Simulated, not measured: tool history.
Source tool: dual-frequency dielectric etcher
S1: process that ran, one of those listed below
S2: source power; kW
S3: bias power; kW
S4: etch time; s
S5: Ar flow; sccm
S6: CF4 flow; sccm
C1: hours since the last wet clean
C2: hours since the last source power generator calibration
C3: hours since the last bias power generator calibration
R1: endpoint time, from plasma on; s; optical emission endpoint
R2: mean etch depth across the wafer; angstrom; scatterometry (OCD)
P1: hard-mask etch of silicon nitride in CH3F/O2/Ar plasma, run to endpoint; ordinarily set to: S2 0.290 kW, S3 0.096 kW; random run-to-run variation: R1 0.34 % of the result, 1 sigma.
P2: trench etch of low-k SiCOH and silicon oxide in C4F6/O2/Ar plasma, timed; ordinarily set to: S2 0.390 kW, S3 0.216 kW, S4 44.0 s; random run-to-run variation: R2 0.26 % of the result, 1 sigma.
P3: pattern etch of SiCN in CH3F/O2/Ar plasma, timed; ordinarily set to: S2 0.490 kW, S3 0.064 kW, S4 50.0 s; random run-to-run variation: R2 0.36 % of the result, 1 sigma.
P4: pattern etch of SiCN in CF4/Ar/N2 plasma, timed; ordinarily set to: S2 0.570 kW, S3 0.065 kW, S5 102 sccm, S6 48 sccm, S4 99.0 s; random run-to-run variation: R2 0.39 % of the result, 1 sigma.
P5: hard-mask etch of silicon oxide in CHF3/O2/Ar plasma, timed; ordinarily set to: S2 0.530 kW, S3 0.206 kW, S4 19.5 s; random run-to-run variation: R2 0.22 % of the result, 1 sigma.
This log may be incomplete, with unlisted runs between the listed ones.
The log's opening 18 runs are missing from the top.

Run 19, day 8.404: S1 P4, S2 0.570 kW, S3 0.065 kW, S4 141.0 s, S5 102 sccm, S6 48 sccm; C1 18.1; C2 2796.0; C3 2873.0. Result: R2 1363.20 angstrom.
Run 20, day 8.788: S1 P1, S2 0.340 kW, S3 0.126 kW; C1 27.3; C2 2805.2; C3 2882.2. Result: R1 64.318 s.
Run 21, day 9.133: S1 P2, S2 0.230 kW, S3 0.216 kW, S4 44.0 s; C1 35.6; C2 2813.5; C3 2890.5. Result: R2 1207.30 angstrom.
Run 22, day 9.579: S1 P1, S2 0.400 kW, S3 0.096 kW; C1 46.3; C2 2824.2; C3 2901.2. Result: R1 67.105 s.
Run 23, day 9.917: S1 P5, S2 0.530 kW, S3 0.206 kW, S4 26.0 s; C1 54.4; C2 2832.3; C3 2909.3. Result: R2 499.25 angstrom.
Run 24, day 10.229: S1 P5, S2 0.530 kW, S3 0.277 kW, S4 19.5 s; C1 61.9; C2 2839.8; C3 2916.8. Result: R2 415.82 angstrom.
Run 25, day 10.642: S1 P1, S2 0.290 kW, S3 0.064 kW; C1 71.8; C2 2849.7; C3 2926.7. Result: R1 87.783 s.
Run 26, day 10.933: S1 P3, S2 0.490 kW, S3 0.064 kW, S4 50.0 s; C1 78.8; C2 2856.7; C3 2933.7. Result: R2 194.23 angstrom.
Run 27, day 11.512: S1 P4, S2 0.570 kW, S3 0.065 kW, S4 99.0 s, S5 102 sccm, S6 48 sccm; C1 92.7; C2 2870.6; C3 2947.6. Result: R2 955.78 angstrom.
Run 28, day 11.779: S1 P2, S2 0.390 kW, S3 0.216 kW, S4 44.0 s; C1 99.1; C2 2877.0; C3 2954.0. Result: R2 1482.80 angstrom.

Run 29 has not been measured yet. What should we expect?
Run 29, day 12.350: S1 P1, S2 0.190 kW, S3 0.096 kW; C1 112.8; C2 2890.7; C3 2967.7. Result: R1 ?.

Run 29 measured R1 88.729 s.
